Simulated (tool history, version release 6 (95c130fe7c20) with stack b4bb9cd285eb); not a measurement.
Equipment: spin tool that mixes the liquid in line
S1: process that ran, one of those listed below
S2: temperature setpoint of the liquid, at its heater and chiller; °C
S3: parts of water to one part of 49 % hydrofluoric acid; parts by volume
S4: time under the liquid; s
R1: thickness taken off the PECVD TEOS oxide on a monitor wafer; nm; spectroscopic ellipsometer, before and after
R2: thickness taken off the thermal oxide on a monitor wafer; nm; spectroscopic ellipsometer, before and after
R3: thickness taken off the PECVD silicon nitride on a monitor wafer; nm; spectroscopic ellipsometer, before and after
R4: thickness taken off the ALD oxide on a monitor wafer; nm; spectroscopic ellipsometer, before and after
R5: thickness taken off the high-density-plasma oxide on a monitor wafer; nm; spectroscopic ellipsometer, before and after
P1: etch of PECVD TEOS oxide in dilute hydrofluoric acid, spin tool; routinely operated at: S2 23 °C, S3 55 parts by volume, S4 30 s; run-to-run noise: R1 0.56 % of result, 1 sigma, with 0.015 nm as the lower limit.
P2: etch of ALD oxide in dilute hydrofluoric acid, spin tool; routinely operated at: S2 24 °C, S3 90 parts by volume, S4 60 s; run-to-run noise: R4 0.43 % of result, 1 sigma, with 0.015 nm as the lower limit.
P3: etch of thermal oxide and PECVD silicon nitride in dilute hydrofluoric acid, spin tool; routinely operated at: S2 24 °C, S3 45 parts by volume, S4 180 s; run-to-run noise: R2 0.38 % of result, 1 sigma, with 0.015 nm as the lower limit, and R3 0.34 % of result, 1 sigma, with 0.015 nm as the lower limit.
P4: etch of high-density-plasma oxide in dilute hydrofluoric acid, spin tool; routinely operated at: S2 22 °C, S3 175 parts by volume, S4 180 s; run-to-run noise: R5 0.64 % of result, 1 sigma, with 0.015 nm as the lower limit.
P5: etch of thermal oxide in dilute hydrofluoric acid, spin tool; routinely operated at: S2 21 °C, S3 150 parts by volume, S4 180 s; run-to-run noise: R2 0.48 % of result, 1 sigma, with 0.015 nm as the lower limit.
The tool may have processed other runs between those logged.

run 1 hour=6.0 | S1=P1 S2=23 S3=55 S4=30 | R1=7.7133
run 2 hour=9.4 | S1=P3 S2=24 S3=20 S4=180 | R2=47.8740 R3=23.1990
run 3 hour=13.9 | S1=P2 S2=19 S3=90 S4=60 | R4=11.205
run 4 hour=19.3 | S1=P3 S2=24 S3=45 S4=180 | R2=20.7440 R3=10.6380
run 5 hour=22.8 | S1=P4 S2=22 S3=175 S4=180 | R5=4.4073
run 6 hour=27.9 | S1=P1 S2=17 S3=55 S4=30 | R1=5.9193
run 7 hour=31.7 | S1=P1 S2=23 S3=95 S4=55 | R1=7.8033
run 8 hour=36.6 | S1=P1 S2=23 S3=55 S4=30 | R1=7.6959
run 9 hour=41.3 | S1=P1 S2=23 S3=25 S4=30 | R1=17.4530
run 10 hour=46.6 | S1=P1 S2=23 S3=55 S4=55 | R1=14.1150
run 11 hour=51.0 | S1=P1 S2=23 S3=55 S4=30 | R1=7.6292
run 12 hour=56.2 | S1=P2 S2=24 S3=90 S4=60 | R4=13.583
run 13 hour=60.5 | S1=P1 S2=23 S3=55 S4=30 | R1=7.7047
run 14 hour=63.8 | S1=P4 S2=22 S3=50 S4=180 | R5=17.9860
run 15 hour=68.0 | S1=P3 S2=24 S3=45 S4=295 | R2=33.6630 R3=17.4230
run 16 hour=74.0 | S1=P3 S2=24 S3=45 S4=180 | R2=20.6980 R3=10.5580
run 17 hour=78.7 | S1=P5 S2=21 S3=35 S4=180 | R2=24.3090
run 18 hour=83.0 | S1=P1 S2=23 S3=20 S4=15 | R1=10.9420
run 19 hour=87.9 | S1=P4 S2=17 S3=175 S4=180 | R5=3.6772
run 20 hour=92.6 | S1=P5 S2=21 S3=150 S4=180 | R2=4.9324
run 21 hour=98.1 | S1=P2 S2=24 S3=90 S4=60 | R4=13.562
run 22 hour=101.1 | S1=P4 S2=22 S3=175 S4=325 | R5=7.9412
run 23 hour=106.5 | S1=P2 S2=24 S3=55 S4=60 | R4=23.218
run 24 hour=110.1 | S1=P5 S2=21 S3=150 S4=320 | R2=8.7869
run 25 hour=114.1 | S1=P1 S2=23 S3=55 S4=30 | R1=7.5940
run 26 hour=116.9 | S1=P1 S2=23 S3=20 S4=15 | R1=11.0410
run 27 hour=121.1 | S1=P5 S2=21 S3=150 S4=180 | R2=4.9747
run 28 hour=124.9 | S1=P1 S2=23 S3=55 S4=30 | R1=7.6310
run 29 hour=129.8 | S1=P1 S2=23 S3=55 S4=15 | R1=3.8643
run 30 hour=133.7 | S1=P2 S2=24 S3=90 S4=90 | R4=20.436
run 31 hour=138.3 | S1=P3 S2=17 S3=45 S4=180 | R2=15.2410 R3=6.5382
run 32 hour=141.2 | S1=P5 S2=17 S3=150 S4=180 | R2=4.2588
run 33 hour=144.7 | S1=P1 S2=28 S3=55 S4=30 | R1=9.4899

For run 34, what comes out?
run 34 hour=149.0 | S1=P1 S2=23 S3=80 S4=30 | R1=?

Run 34 produced R1 5.1421 nm.

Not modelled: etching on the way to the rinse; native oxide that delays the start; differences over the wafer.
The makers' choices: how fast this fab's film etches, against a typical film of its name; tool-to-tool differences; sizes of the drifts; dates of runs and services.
